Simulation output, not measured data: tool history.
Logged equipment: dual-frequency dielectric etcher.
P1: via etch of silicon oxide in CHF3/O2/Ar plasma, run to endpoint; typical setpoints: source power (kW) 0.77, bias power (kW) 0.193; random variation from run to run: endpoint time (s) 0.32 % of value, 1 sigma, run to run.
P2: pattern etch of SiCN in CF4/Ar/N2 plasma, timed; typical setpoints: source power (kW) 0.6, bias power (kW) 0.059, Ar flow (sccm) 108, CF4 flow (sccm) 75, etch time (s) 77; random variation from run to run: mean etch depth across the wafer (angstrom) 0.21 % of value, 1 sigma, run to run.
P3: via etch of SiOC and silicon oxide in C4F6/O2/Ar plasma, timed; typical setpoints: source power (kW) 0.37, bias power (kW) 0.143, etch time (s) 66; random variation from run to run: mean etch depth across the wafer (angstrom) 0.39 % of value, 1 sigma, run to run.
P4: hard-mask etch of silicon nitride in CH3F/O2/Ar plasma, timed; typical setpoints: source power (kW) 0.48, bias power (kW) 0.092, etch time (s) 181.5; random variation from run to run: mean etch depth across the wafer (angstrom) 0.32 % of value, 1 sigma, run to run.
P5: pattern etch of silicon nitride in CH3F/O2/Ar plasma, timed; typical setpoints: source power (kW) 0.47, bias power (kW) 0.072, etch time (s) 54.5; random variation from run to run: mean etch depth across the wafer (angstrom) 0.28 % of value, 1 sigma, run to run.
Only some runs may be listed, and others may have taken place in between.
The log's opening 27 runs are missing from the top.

run   hour  process that ran  source power (kW)  bias power (kW)  etch time (s)  Ar flow (sccm)  CF4 flow (sccm)  hours since the last wet clean  hours since the last source power generator calibration  hours since the last bias power generator calibration  endpoint time (s)  mean etch depth across the wafer (angstrom)
 28  232.3                P3               0.37            0.098             66                                                            396.1                                                   1626.6                                                  137.6                                                           599.1
     232.7  -- source power generator calibrated
 29  240.9                P2                0.6            0.059             77             108               46                           404.7                                                      8.2                                                  146.2                                                          746.32
 30  251.2                P1               0.48            0.258                                                                             415                                                     18.5                                                  156.5             402.72
 31  256.8                P2                0.6            0.059             77              77               75                           420.6                                                     24.1                                                  162.1                                                          857.37
 32  263.7                P1               0.77            0.193                                                                           427.5                                                       31                                                    169             373.07
 33  272.5                P1               0.77            0.193                                                                           436.3                                                     39.8                                                  177.8             372.03
 34  280.5                P1               0.77            0.193                                                                           444.3                                                     47.8                                                  185.8             372.64
 35    286                P1               0.77            0.193                                                                           449.8                                                     53.3                                                  191.3             375.58
 36  291.5                P1               0.77            0.193                                                                           455.3                                                     58.8                                                  196.8             375.69

Run 37 is up next; what results do you expect?
 37  299.9                P1               0.77            0.193                                                                           463.7                                                     67.2                                                  205.2                  ?

Run 37 came out at endpoint time (s) 381.01.
